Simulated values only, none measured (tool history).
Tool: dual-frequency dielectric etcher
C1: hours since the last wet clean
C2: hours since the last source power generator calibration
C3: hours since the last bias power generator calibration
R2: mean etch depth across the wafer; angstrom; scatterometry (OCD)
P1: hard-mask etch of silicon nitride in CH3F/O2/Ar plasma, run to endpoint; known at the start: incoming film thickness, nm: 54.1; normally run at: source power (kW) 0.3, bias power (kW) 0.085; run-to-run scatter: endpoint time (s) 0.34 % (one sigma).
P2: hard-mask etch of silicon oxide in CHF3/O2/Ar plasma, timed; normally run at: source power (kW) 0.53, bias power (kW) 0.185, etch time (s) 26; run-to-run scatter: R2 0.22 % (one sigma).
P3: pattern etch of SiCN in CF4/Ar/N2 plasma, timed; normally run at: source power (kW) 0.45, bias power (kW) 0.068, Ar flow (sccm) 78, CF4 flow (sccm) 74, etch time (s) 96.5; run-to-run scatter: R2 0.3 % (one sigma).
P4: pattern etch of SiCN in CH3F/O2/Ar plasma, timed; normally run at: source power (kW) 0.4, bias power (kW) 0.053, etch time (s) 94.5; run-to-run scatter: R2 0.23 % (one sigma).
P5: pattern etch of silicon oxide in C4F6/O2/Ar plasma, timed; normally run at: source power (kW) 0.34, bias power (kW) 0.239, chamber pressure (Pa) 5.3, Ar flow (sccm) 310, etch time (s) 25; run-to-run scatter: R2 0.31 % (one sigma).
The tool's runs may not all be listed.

{"run": 1, "hour": 13.9, "process that ran": "P1", "source power (kW)": 0.3, "bias power (kW)": 0.085, "C1": 116.8, "C2": 2548.1, "C3": 1114.9, "endpoint time (s)": 80.538}
{"run": 2, "hour": 24.2, "process that ran": "P4", "source power (kW)": 0.4, "bias power (kW)": 0.053, "etch time (s)": 94.5, "C1": 127.1, "C2": 2558.4, "C3": 1125.2, "R2": 334.44}
{"run": 3, "hour": 40.3, "process that ran": "P1", "source power (kW)": 0.3, "bias power (kW)": 0.063, "C1": 143.2, "C2": 2574.5, "C3": 1141.3, "endpoint time (s)": 89.388}
{"run": 4, "hour": 53.5, "process that ran": "P3", "source power (kW)": 0.45, "bias power (kW)": 0.068, "etch time (s)": 96.5, "Ar flow (sccm)": 78, "CF4 flow (sccm)": 95, "C1": 156.4, "C2": 2587.7, "C3": 1154.5, "R2": 904.43}
{"run": 5, "hour": 61.0, "process that ran": "P1", "source power (kW)": 0.3, "bias power (kW)": 0.085, "C1": 163.9, "C2": 2595.2, "C3": 1162, "endpoint time (s)": 80.714}
{"run": 6, "hour": 74.8, "process that ran": "P1", "source power (kW)": 0.3, "bias power (kW)": 0.085, "C1": 177.7, "C2": 2609, "C3": 1175.8, "endpoint time (s)": 80.531}
{"run": 7, "hour": 89.8, "process that ran": "P1", "source power (kW)": 0.4, "bias power (kW)": 0.085, "C1": 192.7, "C2": 2624, "C3": 1190.8, "endpoint time (s)": 72.5}
{"run": 8, "hour": 98.5, "process that ran": "P4", "source power (kW)": 0.4, "bias power (kW)": 0.053, "etch time (s)": 119.5, "C1": 201.4, "C2": 2632.7, "C3": 1199.5, "R2": 421.2}
{"run": 9, "hour": 114.3, "process that ran": "P1", "source power (kW)": 0.3, "bias power (kW)": 0.101, "C1": 217.2, "C2": 2648.5, "C3": 1215.3, "endpoint time (s)": 75.764}
{"run": 10, "hour": 128.9, "process that ran": "P3", "source power (kW)": 0.45, "bias power (kW)": 0.068, "etch time (s)": 96.5, "Ar flow (sccm)": 102, "CF4 flow (sccm)": 74, "C1": 231.8, "C2": 2663.1, "C3": 1229.9, "R2": 839.52}
{"run": 11, "hour": 143.5, "process that ran": "P3", "source power (kW)": 0.45, "bias power (kW)": 0.04, "etch time (s)": 96.5, "Ar flow (sccm)": 78, "CF4 flow (sccm)": 74, "C1": 246.4, "C2": 2677.7, "C3": 1244.5, "R2": 739.17}
{"run": 12, "hour": 152.4, "process that ran": "P4", "source power (kW)": 0.55, "bias power (kW)": 0.053, "etch time (s)": 94.5, "C1": 255.3, "C2": 2686.6, "C3": 1253.4, "R2": 376.55}
{"run": 13, "hour": 163.6, "process that ran": "P1", "source power (kW)": 0.22, "bias power (kW)": 0.085, "C1": 266.5, "C2": 2697.8, "C3": 1264.6, "endpoint time (s)": 90.335}
{"run": 14, "hour": 174.0, "process that ran": "P5", "source power (kW)": 0.34, "bias power (kW)": 0.239, "etch time (s)": 25, "Ar flow (sccm)": 310, "chamber pressure (Pa)": 4.1, "C1": 276.9, "C2": 2708.2, "C3": 1275, "R2": 784.91}
{"run": 15, "hour": 181.4, "process that ran": "P3", "source power (kW)": 0.45, "bias power (kW)": 0.068, "etch time (s)": 123, "Ar flow (sccm)": 78, "CF4 flow (sccm)": 74, "C1": 284.3, "C2": 2715.6, "C3": 1282.4, "R2": 1112.3}
{"run": 16, "hour": 190.1, "process that ran": "P1", "source power (kW)": 0.36, "bias power (kW)": 0.053, "C1": 293, "C2": 2724.3, "C3": 1291.1, "endpoint time (s)": 88.58}
{"run": 17, "hour": 204.3, "process that ran": "P1", "source power (kW)": 0.3, "bias power (kW)": 0.085, "C1": 307.2, "C2": 2738.5, "C3": 1305.3, "endpoint time (s)": 80.916}
{"run": 18, "hour": 216.7, "process that ran": "P2", "source power (kW)": 0.53, "bias power (kW)": 0.185, "etch time (s)": 26, "C1": 319.6, "C2": 2750.9, "C3": 1317.7, "R2": 491.85}
{"run": 19, "hour": 227.8, "process that ran": "P1", "source power (kW)": 0.21, "bias power (kW)": 0.064, "C1": 330.7, "C2": 2762, "C3": 1328.8, "endpoint time (s)": 101.67}
{"run": 20, "hour": 243.0, "process that ran": "P2", "source power (kW)": 0.53, "bias power (kW)": 0.125, "etch time (s)": 26, "C1": 345.9, "C2": 2777.2, "C3": 1344, "R2": 434.33}
{"run": 21, "hour": 252.5, "process that ran": "P2", "source power (kW)": 0.53, "bias power (kW)": 0.185, "etch time (s)": 39.5, "C1": 355.4, "C2": 2786.7, "C3": 1353.5, "R2": 748.84}
{"run": 22, "hour": 261.6, "process that ran": "P3", "source power (kW)": 0.63, "bias power (kW)": 0.068, "etch time (s)": 96.5, "Ar flow (sccm)": 78, "CF4 flow (sccm)": 74, "C1": 364.5, "C2": 2795.8, "C3": 1362.6, "R2": 1173.5}
{"run": 23, "hour": 273.9, "process that ran": "P2", "source power (kW)": 0.74, "bias power (kW)": 0.185, "etch time (s)": 26, "C1": 376.8, "C2": 2808.1, "C3": 1374.9, "R2": 558.05}
{"run": 24, "hour": 287.1, "process that ran": "P5", "source power (kW)": 0.34, "bias power (kW)": 0.239, "etch time (s)": 25, "Ar flow (sccm)": 372, "chamber pressure (Pa)": 5.3, "C1": 390, "C2": 2821.3, "C3": 1388.1, "R2": 751.92}
{"run": 25, "hour": 296.1, "process that ran": "P5", "source power (kW)": 0.34, "bias power (kW)": 0.335, "etch time (s)": 25, "Ar flow (sccm)": 310, "chamber pressure (Pa)": 5.3, "C1": 399, "C2": 2830.3, "C3": 1397.1, "R2": 863.07}
{"run": 26, "hour": 310.9, "process that ran": "P2", "source power (kW)": 0.53, "bias power (kW)": 0.185, "etch time (s)": 26, "C1": 413.8, "C2": 2845.1, "C3": 1411.9, "R2": 492.44}
{"run": 27, "hour": 326.2, "process that ran": "P4", "source power (kW)": 0.4, "bias power (kW)": 0.032, "etch time (s)": 94.5, "C1": 429.1, "C2": 2860.4, "C3": 1427.2, "R2": 286.34}
{"run": 28, "hour": 337.3, "process that ran": "P5", "source power (kW)": 0.34, "bias power (kW)": 0.239, "etch time (s)": 34, "Ar flow (sccm)": 310, "chamber pressure (Pa)": 5.3, "C1": 440.2, "C2": 2871.5, "C3": 1438.3, "R2": 1039.4}
{"run": 29, "hour": 345.8, "process that ran": "P4", "source power (kW)": 0.4, "bias power (kW)": 0.053, "etch time (s)": 94.5, "C1": 448.7, "C2": 2880, "C3": 1446.8, "R2": 332.61}
{"run": 30, "hour": 353.7, "process that ran": "P1", "source power (kW)": 0.3, "bias power (kW)": 0.085, "C1": 456.6, "C2": 2887.9, "C3": 1454.7, "endpoint time (s)": 80.347}
{"hour": 360.5, "done": "bias power generator calibrated"}
{"run": 31, "hour": 363.2, "process that ran": "P5", "source power (kW)": 0.22, "bias power (kW)": 0.239, "etch time (s)": 25, "Ar flow (sccm)": 310, "chamber pressure (Pa)": 5.3, "C1": 466.1, "C2": 2897.4, "C3": 2.7, "R2": 651.79}
{"run": 32, "hour": 370.7, "process that ran": "P3", "source power (kW)": 0.45, "bias power (kW)": 0.068, "etch time (s)": 96.5, "Ar flow (sccm)": 78, "CF4 flow (sccm)": 74, "C1": 473.6, "C2": 2904.9, "C3": 10.2, "R2": 876.28}
{"run": 33, "hour": 382.3, "process that ran": "P1", "source power (kW)": 0.3, "bias power (kW)": 0.085, "C1": 485.2, "C2": 2916.5, "C3": 21.8, "endpoint time (s)": 80.517}
{"run": 34, "hour": 391.7, "process that ran": "P5", "source power (kW)": 0.34, "bias power (kW)": 0.239, "etch time (s)": 25, "Ar flow (sccm)": 310, "chamber pressure (Pa)": 5.3, "C1": 494.6, "C2": 2925.9, "C3": 31.2, "R2": 766.97}
{"run": 35, "hour": 403.8, "process that ran": "P1", "source power (kW)": 0.3, "bias power (kW)": 0.085, "C1": 506.7, "C2": 2938, "C3": 43.3, "endpoint time (s)": 79.757}
{"run": 36, "hour": 414.9, "process that ran": "P1", "source power (kW)": 0.3, "bias power (kW)": 0.085, "C1": 517.8, "C2": 2949.1, "C3": 54.4, "endpoint time (s)": 79.831}
{"run": 37, "hour": 430.0, "process that ran": "P1", "source power (kW)": 0.3, "bias power (kW)": 0.085, "C1": 532.9, "C2": 2964.2, "C3": 69.5, "endpoint time (s)": 79.713}
{"run": 38, "hour": 439.1, "process that ran": "P1", "source power (kW)": 0.3, "bias power (kW)": 0.085, "C1": 542, "C2": 2973.3, "C3": 78.6, "endpoint time (s)": 79.248}
{"run": 39, "hour": 453.5, "process that ran": "P1", "source power (kW)": 0.3, "bias power (kW)": 0.085, "C1": 556.4, "C2": 2987.7, "C3": 93, "endpoint time (s)": 78.917}
{"run": 40, "hour": 462.3, "process that ran": "P1", "source power (kW)": 0.3, "bias power (kW)": 0.085, "C1": 565.2, "C2": 2996.5, "C3": 101.8, "endpoint time (s)": 78.901}
{"hour": 462.6, "done": "wet clean of the chamber"}
{"run": 41, "hour": 474.6, "process that ran": "P1", "source power (kW)": 0.3, "bias power (kW)": 0.085, "C1": 12.1, "C2": 3008.8, "C3": 114.1, "endpoint time (s)": 79.688}
{"run": 42, "hour": 484.9, "process that ran": "P1", "source power (kW)": 0.3, "bias power (kW)": 0.085, "C1": 22.4, "C2": 3019.1, "C3": 124.4, "endpoint time (s)": 79.208}
{"run": 43, "hour": 499.5, "process that ran": "P1", "source power (kW)": 0.3, "bias power (kW)": 0.085, "C1": 37, "C2": 3033.7, "C3": 139, "endpoint time (s)": 79.386}
{"run": 44, "hour": 509.2, "process that ran": "P1", "source power (kW)": 0.3, "bias power (kW)": 0.085, "C1": 46.7, "C2": 3043.4, "C3": 148.7, "endpoint time (s)": 78.781}

What P1 gives has crept away from where it was. These 2 causes fit the log equally well, each at the size given:
A: bias power that arrives over what is set, % = 4.82
B: source power that arrives over what is set, % = 4.69
The creep began at about hour 403.8.
Why every other cause is out:
chamber walls in a state that raises the etch rate, %: serviced at hour 462.6, which brought nothing back

4 check runs are offered, one wafer each, their results left as question marks. Which one tells the causes apart?
{"run": "check 1", "hour": 518.9, "process that ran": "P4", "source power (kW)": 0.54, "bias power (kW)": 0.035, "etch time (s)": 94.5, "R2": "?"}
{"run": "check 2", "hour": 518.9, "process that ran": "P3", "source power (kW)": 0.57, "bias power (kW)": 0.068, "etch time (s)": 96.5, "Ar flow (sccm)": 96, "CF4 flow (sccm)": 74, "R2": "?"}
{"run": "check 3", "hour": 518.9, "process that ran": "P2", "source power (kW)": 0.53, "bias power (kW)": 0.133, "etch time (s)": 37.5, "R2": "?"}
{"run": "check 4", "hour": 518.9, "process that ran": "P5", "source power (kW)": 0.23, "bias power (kW)": 0.333, "etch time (s)": 25, "Ar flow (sccm)": 310, "chamber pressure (Pa)": 5.3, "R2": "?"}

What each check would give under each cause:
check=check_1 result=R2 if_A=335.22 if_B=336.91
check=check_2 result=R2 if_A=1061.1 if_B=1087.7
check=check_3 result=R2 if_A=646.29 if_B=648.08
check=check_4 result=R2 if_A=757.97 if_B=757.81
How far apart the two closest causes lie, in the result that separates them most: check 1 0.5 %; check 2 2.48 %; check 3 0.28 %; check 4 0.02 %
Only check 2 tells the causes apart: in the others they would give nearly the same result.

Check 2 was then run and gave: R2 1082.6 angstrom. Which cause is it?

It is B: source power that arrives over what is set, %.

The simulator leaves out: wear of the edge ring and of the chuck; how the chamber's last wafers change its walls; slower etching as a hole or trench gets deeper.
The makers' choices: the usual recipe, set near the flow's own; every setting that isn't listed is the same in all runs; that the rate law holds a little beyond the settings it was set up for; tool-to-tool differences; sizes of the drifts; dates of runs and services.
